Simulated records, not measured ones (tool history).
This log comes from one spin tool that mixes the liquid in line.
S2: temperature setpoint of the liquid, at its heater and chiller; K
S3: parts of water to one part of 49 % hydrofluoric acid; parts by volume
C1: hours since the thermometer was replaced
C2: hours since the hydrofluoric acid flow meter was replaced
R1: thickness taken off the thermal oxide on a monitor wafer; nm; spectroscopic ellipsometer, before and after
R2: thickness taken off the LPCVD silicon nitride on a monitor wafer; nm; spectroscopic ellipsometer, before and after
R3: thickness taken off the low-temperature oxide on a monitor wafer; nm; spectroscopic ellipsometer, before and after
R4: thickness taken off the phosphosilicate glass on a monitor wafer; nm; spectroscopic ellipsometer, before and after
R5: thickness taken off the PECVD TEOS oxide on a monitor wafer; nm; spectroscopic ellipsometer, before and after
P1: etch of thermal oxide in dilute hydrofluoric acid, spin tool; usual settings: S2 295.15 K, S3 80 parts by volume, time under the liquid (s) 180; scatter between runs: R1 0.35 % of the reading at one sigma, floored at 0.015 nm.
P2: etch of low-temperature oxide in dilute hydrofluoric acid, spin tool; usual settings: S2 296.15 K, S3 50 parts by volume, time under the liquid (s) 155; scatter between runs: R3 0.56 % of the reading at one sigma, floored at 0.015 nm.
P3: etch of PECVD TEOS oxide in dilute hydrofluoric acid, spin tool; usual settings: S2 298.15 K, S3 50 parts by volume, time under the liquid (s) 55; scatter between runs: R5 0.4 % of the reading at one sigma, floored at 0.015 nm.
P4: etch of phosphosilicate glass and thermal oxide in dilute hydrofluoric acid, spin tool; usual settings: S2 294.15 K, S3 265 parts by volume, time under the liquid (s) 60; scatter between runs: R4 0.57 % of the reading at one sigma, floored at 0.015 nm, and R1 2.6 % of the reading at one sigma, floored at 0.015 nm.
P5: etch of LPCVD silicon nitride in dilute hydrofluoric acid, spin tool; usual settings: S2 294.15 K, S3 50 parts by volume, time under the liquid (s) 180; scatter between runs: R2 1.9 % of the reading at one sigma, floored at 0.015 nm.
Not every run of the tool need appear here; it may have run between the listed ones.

Run 1, day 0.233: process that ran P1, S2 295.15 K, S3 80 parts by volume, time under the liquid (s) 180; C1 141.3; C2 625.5. Result: R1 9.3296 nm.
Run 2, day 0.508: process that ran P1, S2 295.15 K, S3 80 parts by volume, time under the liquid (s) 180; C1 147.9; C2 632.1. Result: R1 9.4707 nm.
Run 3, day 0.725: process that ran P5, S2 290.15 K, S3 50 parts by volume, time under the liquid (s) 180; C1 153.1; C2 637.3. Result: R2 1.098 nm.
Run 4, day 1.15: process that ran P1, S2 295.15 K, S3 40 parts by volume, time under the liquid (s) 180; C1 163.3; C2 647.5. Result: R1 19.659 nm.
Run 5, day 1.525: process that ran P1, S2 295.15 K, S3 80 parts by volume, time under the liquid (s) 180; C1 172.3; C2 656.5. Result: R1 9.3879 nm.
Run 6, day 1.883: process that ran P2, S2 296.15 K, S3 50 parts by volume, time under the liquid (s) 155; C1 180.9; C2 665.1. Result: R3 46.605 nm.
Run 7, day 2.279: process that ran P1, S2 295.15 K, S3 80 parts by volume, time under the liquid (s) 330; C1 190.4; C2 674.6. Result: R1 17.144 nm.
Run 8, day 2.5: process that ran P1, S2 295.15 K, S3 80 parts by volume, time under the liquid (s) 15; C1 195.7; C2 679.9. Result: R1 0.79376 nm.
Run 9, day 2.888: process that ran P4, S2 294.15 K, S3 265 parts by volume, time under the liquid (s) 60; C1 205; C2 689.2. Result: R1 0.77966 nm, R4 15.08 nm.
Run 10, day 3.258: process that ran P5, S2 294.15 K, S3 50 parts by volume, time under the liquid (s) 20; C1 213.9; C2 698.1. Result: R2 0.17258 nm.
Run 11, day 3.471: process that ran P5, S2 294.15 K, S3 20 parts by volume, time under the liquid (s) 180; C1 219; C2 703.2. Result: R2 3.6271 nm.
Run 12, day 3.821: process that ran P4, S2 294.15 K, S3 60 parts by volume, time under the liquid (s) 60; C1 227.4; C2 711.6. Result: R1 4.5385 nm, R4 83.144 nm.
Run 13, day 4.033: process that ran P1, S2 290.15 K, S3 40 parts by volume, time under the liquid (s) 180; C1 232.5; C2 716.7. Result: R1 15.95 nm.
Run 14, day 4.454: process that ran P5, S2 294.15 K, S3 50 parts by volume, time under the liquid (s) 180; C1 242.6; C2 726.8. Result: R2 1.5138 nm.
Run 15, day 4.758: process that ran P1, S2 295.15 K, S3 115 parts by volume, time under the liquid (s) 180; C1 249.9; C2 734.1. Result: R1 6.2612 nm.
Run 16, day 5.171: process that ran P1, S2 301.15 K, S3 80 parts by volume, time under the liquid (s) 180; C1 259.8; C2 744. Result: R1 11.966 nm.
Run 17, day 5.429: process that ran P2, S2 296.15 K, S3 75 parts by volume, time under the liquid (s) 155; C1 266; C2 750.2. Result: R3 30.176 nm.
Run 18, day 5.671: process that ran P1, S2 295.15 K, S3 80 parts by volume, time under the liquid (s) 180; C1 271.8; C2 756. Result: R1 9.4536 nm.
Run 19, day 5.879: process that ran P2, S2 296.15 K, S3 50 parts by volume, time under the liquid (s) 230; C1 276.8; C2 761. Result: R3 68.898 nm.
Run 20, day 6.229: process that ran P2, S2 302.15 K, S3 50 parts by volume, time under the liquid (s) 155; C1 285.2; C2 769.4. Result: R3 59.684 nm.
Run 21, day 6.533: process that ran P1, S2 290.15 K, S3 80 parts by volume, time under the liquid (s) 180; C1 292.5; C2 776.7. Result: R1 7.6248 nm.
Run 22, day 6.892: process that ran P1, S2 290.15 K, S3 115 parts by volume, time under the liquid (s) 180; C1 301.1; C2 785.3. Result: R1 5.1292 nm.
Run 23, day 7.1: process that ran P1, S2 295.15 K, S3 80 parts by volume, time under the liquid (s) 180; C1 306.1; C2 790.3. Result: R1 9.3541 nm.
Run 24, day 7.329: process that ran P4, S2 294.15 K, S3 265 parts by volume, time under the liquid (s) 60; C1 311.6; C2 795.8. Result: R1 0.84129 nm, R4 15.084 nm.
Run 25, day 7.633: process that ran P3, S2 298.15 K, S3 85 parts by volume, time under the liquid (s) 55; C1 318.9; C2 803.1. Result: R5 14.995 nm.
Run 26, day 7.992: process that ran P3, S2 298.15 K, S3 50 parts by volume, time under the liquid (s) 25; C1 327.5; C2 811.7. Result: R5 12.1 nm.
Run 27, day 8.312: process that ran P4, S2 302.15 K, S3 265 parts by volume, time under the liquid (s) 60; C1 335.2; C2 819.4. Result: R1 1.0664 nm, R4 19.945 nm.
Run 28, day 8.608: process that ran P4, S2 294.15 K, S3 265 parts by volume, time under the liquid (s) 120; C1 342.3; C2 826.5. Result: R1 1.6572 nm, R4 30.26 nm.
Run 29, day 9.029: process that ran P1, S2 295.15 K, S3 80 parts by volume, time under the liquid (s) 180; C1 352.4; C2 836.6. Result: R1 9.3379 nm.
Run 30, day 9.229: process that ran P3, S2 298.15 K, S3 50 parts by volume, time under the liquid (s) 55; C1 357.2; C2 841.4. Result: R5 26.673 nm.
Run 31, day 9.492: process that ran P5, S2 294.15 K, S3 50 parts by volume, time under the liquid (s) 180; C1 363.5; C2 847.7. Result: R2 1.4562 nm.
Run 32, day 9.808: process that ran P3, S2 290.15 K, S3 50 parts by volume, time under the liquid (s) 55; C1 371.1; C2 855.3. Result: R5 19.025 nm.
Run 33, day 10.192: process that ran P1, S2 295.15 K, S3 80 parts by volume, time under the liquid (s) 180; C1 380.3; C2 864.5. Result: R1 9.4141 nm.
Run 34, day 10.542: process that ran P1, S2 295.15 K, S3 80 parts by volume, time under the liquid (s) 180; C1 388.7; C2 872.9. Result: R1 9.0091 nm.
Run 35, day 10.812: process that ran P1, S2 295.15 K, S3 80 parts by volume, time under the liquid (s) 180; C1 395.2; C2 879.4. Result: R1 8.9198 nm.
Run 36, day 11.242: process that ran P1, S2 295.15 K, S3 80 parts by volume, time under the liquid (s) 180; C1 405.5; C2 889.7. Result: R1 8.7378 nm.
Run 37, day 11.617: process that ran P1, S2 295.15 K, S3 80 parts by volume, time under the liquid (s) 180; C1 414.5; C2 898.7. Result: R1 8.6597 nm.
Run 38, day 11.921: process that ran P1, S2 295.15 K, S3 80 parts by volume, time under the liquid (s) 180; C1 421.8; C2 906. Result: R1 8.5891 nm.
Run 39, day 12.167: process that ran P1, S2 295.15 K, S3 80 parts by volume, time under the liquid (s) 180; C1 427.7; C2 911.9. Result: R1 8.5217 nm.
Run 40, day 12.517: process that ran P1, S2 295.15 K, S3 80 parts by volume, time under the liquid (s) 180; C1 436.1; C2 920.3. Result: R1 8.586 nm.
Run 41, day 12.746: process that ran P1, S2 295.15 K, S3 80 parts by volume, time under the liquid (s) 180; C1 441.6; C2 925.8. Result: R1 8.5266 nm.
Run 42, day 13.183: process that ran P1, S2 295.15 K, S3 80 parts by volume, time under the liquid (s) 180; C1 452.1; C2 936.3. Result: R1 8.4918 nm.
Run 43, day 13.488: process that ran P1, S2 295.15 K, S3 80 parts by volume, time under the liquid (s) 180; C1 459.4; C2 943.6. Result: R1 8.4768 nm.

P1 has crept away from where it was. The log is fitted equally well by each of these 2 causes, at the sizes shown:
A: liquid colder than its thermometer reads (K) = 2.38
B: hydrofluoric acid flow below the setpoint (%) = 8.53
The creep began at about day 10.192.

4 check runs are offered, each on 5 wafers whose results are averaged, their results left as question marks. Which one tells the causes apart?
Run check 1, day 13.792: process that ran P2, S2 301.15 K, S3 50 parts by volume, time under the liquid (s) 155. Result: R3 ?.
Run check 2, day 13.792: process that ran P5, S2 294.15 K, S3 20 parts by volume, time under the liquid (s) 100. Result: R2 ?.
Run check 3, day 13.792: process that ran P3, S2 298.15 K, S3 70 parts by volume, time under the liquid (s) 55. Result: R5 ?.
Run check 4, day 13.792: process that ran P4, S2 294.15 K, S3 125 parts by volume, time under the liquid (s) 115. Result: R1 ?, R4 ?.

Predicted outcomes, by check and by cause:
  check  result    if A    if B
check 1      R3  52.106  52.099
check 2      R2  1.6952  1.8418
check 3      R5  16.862  16.842
check 4      R1  3.5145   3.495
check 4      R4   64.31  63.954
How far apart the two closest causes lie, in the result that separates them most: check 1 0.01 %; check 2 8.29 %; check 3 0.12 %; check 4 0.56 %
Check 2 distinguishes between the causes, while the remaining checks would return nearly the same result for all of them.

Check 2 was then run and gave: R2 1.8479 nm. Which cause is it?

The correct cause is B, namely: hydrofluoric acid flow below the setpoint (%).

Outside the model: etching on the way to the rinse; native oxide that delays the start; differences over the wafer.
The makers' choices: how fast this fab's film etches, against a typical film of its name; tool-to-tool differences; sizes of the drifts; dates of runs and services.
